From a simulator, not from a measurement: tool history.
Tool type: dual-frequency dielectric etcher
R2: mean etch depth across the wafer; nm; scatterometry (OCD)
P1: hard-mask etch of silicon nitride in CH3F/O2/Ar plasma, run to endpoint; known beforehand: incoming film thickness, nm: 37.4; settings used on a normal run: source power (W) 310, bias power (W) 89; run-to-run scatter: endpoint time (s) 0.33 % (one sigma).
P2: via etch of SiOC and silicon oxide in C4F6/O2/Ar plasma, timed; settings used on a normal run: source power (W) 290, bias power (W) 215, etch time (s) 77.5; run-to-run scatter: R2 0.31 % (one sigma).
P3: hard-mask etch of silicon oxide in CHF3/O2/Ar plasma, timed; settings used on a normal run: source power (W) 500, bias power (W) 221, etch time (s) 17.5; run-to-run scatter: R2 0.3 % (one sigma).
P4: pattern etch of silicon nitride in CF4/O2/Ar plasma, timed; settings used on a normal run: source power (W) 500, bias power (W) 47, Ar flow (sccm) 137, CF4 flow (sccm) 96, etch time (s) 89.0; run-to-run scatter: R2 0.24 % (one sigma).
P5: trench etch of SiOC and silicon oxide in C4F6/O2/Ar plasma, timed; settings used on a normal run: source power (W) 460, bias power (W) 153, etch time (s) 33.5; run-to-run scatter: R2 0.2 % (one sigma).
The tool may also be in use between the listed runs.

{"run": 1, "hour": 13.9, "process that ran": "P1", "source power (W)": 310, "bias power (W)": 89, "endpoint time (s)": 56.936}
{"run": 2, "hour": 24.4, "process that ran": "P1", "source power (W)": 200, "bias power (W)": 89, "endpoint time (s)": 66.743}
{"run": 3, "hour": 33.0, "process that ran": "P1", "source power (W)": 430, "bias power (W)": 121, "endpoint time (s)": 44.847}
{"run": 4, "hour": 44.9, "process that ran": "P4", "source power (W)": 500, "bias power (W)": 47, "Ar flow (sccm)": 137, "CF4 flow (sccm)": 96, "etch time (s)": 133.0, "R2": 244.73}
{"run": 5, "hour": 56.1, "process that ran": "P3", "source power (W)": 500, "bias power (W)": 221, "etch time (s)": 9.5, "R2": 18.449}
{"run": 6, "hour": 68.2, "process that ran": "P4", "source power (W)": 500, "bias power (W)": 62, "Ar flow (sccm)": 137, "CF4 flow (sccm)": 96, "etch time (s)": 89.0, "R2": 181.77}
{"run": 7, "hour": 81.7, "process that ran": "P4", "source power (W)": 500, "bias power (W)": 47, "Ar flow (sccm)": 137, "CF4 flow (sccm)": 67, "etch time (s)": 89.0, "R2": 155.31}
{"run": 8, "hour": 89.1, "process that ran": "P3", "source power (W)": 500, "bias power (W)": 169, "etch time (s)": 17.5, "R2": 31.013}
{"run": 9, "hour": 99.4, "process that ran": "P1", "source power (W)": 430, "bias power (W)": 89, "endpoint time (s)": 50.414}
{"run": 10, "hour": 109.9, "process that ran": "P4", "source power (W)": 660, "bias power (W)": 47, "Ar flow (sccm)": 137, "CF4 flow (sccm)": 96, "etch time (s)": 89.0, "R2": 207.41}
{"run": 11, "hour": 117.7, "process that ran": "P1", "source power (W)": 310, "bias power (W)": 89, "endpoint time (s)": 56.44}
{"run": 12, "hour": 125.4, "process that ran": "P2", "source power (W)": 290, "bias power (W)": 257, "etch time (s)": 77.5, "R2": 87.664}
{"run": 13, "hour": 137.5, "process that ran": "P4", "source power (W)": 500, "bias power (W)": 47, "Ar flow (sccm)": 137, "CF4 flow (sccm)": 96, "etch time (s)": 89.0, "R2": 163.42}
{"run": 14, "hour": 148.3, "process that ran": "P4", "source power (W)": 500, "bias power (W)": 47, "Ar flow (sccm)": 90, "CF4 flow (sccm)": 96, "etch time (s)": 89.0, "R2": 172.65}
{"run": 15, "hour": 155.1, "process that ran": "P5", "source power (W)": 630, "bias power (W)": 153, "etch time (s)": 33.5, "R2": 73.891}
{"run": 16, "hour": 161.6, "process that ran": "P1", "source power (W)": 310, "bias power (W)": 89, "endpoint time (s)": 56.804}
{"run": 17, "hour": 174.4, "process that ran": "P1", "source power (W)": 430, "bias power (W)": 54, "endpoint time (s)": 59.392}
{"run": 18, "hour": 182.9, "process that ran": "P1", "source power (W)": 310, "bias power (W)": 89, "endpoint time (s)": 56.785}
{"run": 19, "hour": 190.2, "process that ran": "P5", "source power (W)": 460, "bias power (W)": 153, "etch time (s)": 41.0, "R2": 80.306}
{"run": 20, "hour": 197.5, "process that ran": "P2", "source power (W)": 290, "bias power (W)": 215, "etch time (s)": 77.5, "R2": 82.239}
{"hour": 209.1, "done": "bias power generator calibrated"}
{"run": 21, "hour": 209.9, "process that ran": "P1", "source power (W)": 310, "bias power (W)": 59, "endpoint time (s)": 65.689}
{"run": 22, "hour": 219.7, "process that ran": "P3", "source power (W)": 670, "bias power (W)": 221, "etch time (s)": 17.5, "R2": 37.966}
{"run": 23, "hour": 228.5, "process that ran": "P1", "source power (W)": 310, "bias power (W)": 124, "endpoint time (s)": 50.172}
{"run": 24, "hour": 239.9, "process that ran": "P2", "source power (W)": 400, "bias power (W)": 215, "etch time (s)": 77.5, "R2": 92.958}
{"run": 25, "hour": 253.8, "process that ran": "P2", "source power (W)": 290, "bias power (W)": 215, "etch time (s)": 57.0, "R2": 60.511}
{"run": 26, "hour": 262.1, "process that ran": "P5", "source power (W)": 460, "bias power (W)": 185, "etch time (s)": 33.5, "R2": 69.413}
{"run": 27, "hour": 271.1, "process that ran": "P5", "source power (W)": 460, "bias power (W)": 153, "etch time (s)": 33.5, "R2": 65.357}
{"run": 28, "hour": 280.6, "process that ran": "P3", "source power (W)": 500, "bias power (W)": 221, "etch time (s)": 17.5, "R2": 33.912}
{"run": 29, "hour": 289.5, "process that ran": "P1", "source power (W)": 310, "bias power (W)": 89, "endpoint time (s)": 56.795}
{"run": 30, "hour": 298.9, "process that ran": "P1", "source power (W)": 310, "bias power (W)": 89, "endpoint time (s)": 57.088}
{"run": 31, "hour": 309.4, "process that ran": "P1", "source power (W)": 310, "bias power (W)": 89, "endpoint time (s)": 57.362}
{"run": 32, "hour": 321.0, "process that ran": "P1", "source power (W)": 310, "bias power (W)": 89, "endpoint time (s)": 57.692}
{"run": 33, "hour": 330.1, "process that ran": "P1", "source power (W)": 310, "bias power (W)": 89, "endpoint time (s)": 57.797}
{"run": 34, "hour": 338.6, "process that ran": "P1", "source power (W)": 310, "bias power (W)": 89, "endpoint time (s)": 57.256}
{"run": 35, "hour": 346.9, "process that ran": "P1", "source power (W)": 310, "bias power (W)": 89, "endpoint time (s)": 57.748}
{"hour": 355.3, "done": "wet clean of the chamber"}
{"run": 36, "hour": 357.0, "process that ran": "P1", "source power (W)": 310, "bias power (W)": 89, "endpoint time (s)": 57.789}
{"run": 37, "hour": 364.3, "process that ran": "P1", "source power (W)": 310, "bias power (W)": 89, "endpoint time (s)": 57.871}
{"run": 38, "hour": 374.2, "process that ran": "P1", "source power (W)": 310, "bias power (W)": 89, "endpoint time (s)": 57.728}
{"run": 39, "hour": 386.7, "process that ran": "P1", "source power (W)": 310, "bias power (W)": 89, "endpoint time (s)": 58.018}

Compared with where it was, what P1 gives has crept away. Each cause listed below fits the log as well as the rest, at the size given for it:
A: source power that arrives under what is set, % = 4.39
B: bias power that arrives under what is set, % = 4.5
The creep began at about hour 289.5.
What rules out each remaining cause:
chamber walls in a state that lowers the etch rate, %: its service at hour 355.3 followed the start of the drift and did not put the process back to its old value

Listed below are the offered check runs, one wafer per run, with question marks in place of results. For which of them would the causes give clearly different outcomes?
{"run": "check 1", "hour": 399.2, "process that ran": "P4", "source power (W)": 500, "bias power (W)": 47, "Ar flow (sccm)": 137, "CF4 flow (sccm)": 96, "etch time (s)": 89.0, "R2": "?"}
{"run": "check 2", "hour": 399.2, "process that ran": "P2", "source power (W)": 290, "bias power (W)": 215, "etch time (s)": 77.5, "R2": "?"}
{"run": "check 3", "hour": 399.2, "process that ran": "P5", "source power (W)": 460, "bias power (W)": 153, "etch time (s)": 33.5, "R2": "?"}
{"run": "check 4", "hour": 399.2, "process that ran": "P3", "source power (W)": 500, "bias power (W)": 221, "etch time (s)": 17.5, "R2": "?"}

Predicted outcomes, by check and by cause:
check=check_1 result=R2 if_A=157.360 if_B=160.720
check=check_2 result=R2 if_A=80.778 if_B=80.897
check=check_3 result=R2 if_A=64.235 if_B=64.485
check=check_4 result=R2 if_A=33.429 if_B=33.451
How far apart the two closest causes lie, in the result that separates them most: check 1 2.11 %; check 2 0.15 %; check 3 0.39 %; check 4 0.07 %
Check 1 tells the causes apart: in the others they would give nearly the same result.

Check 1 was then run and gave: R2 156.730 nm. Which cause is it?

The cause is A: source power that arrives under what is set, %.
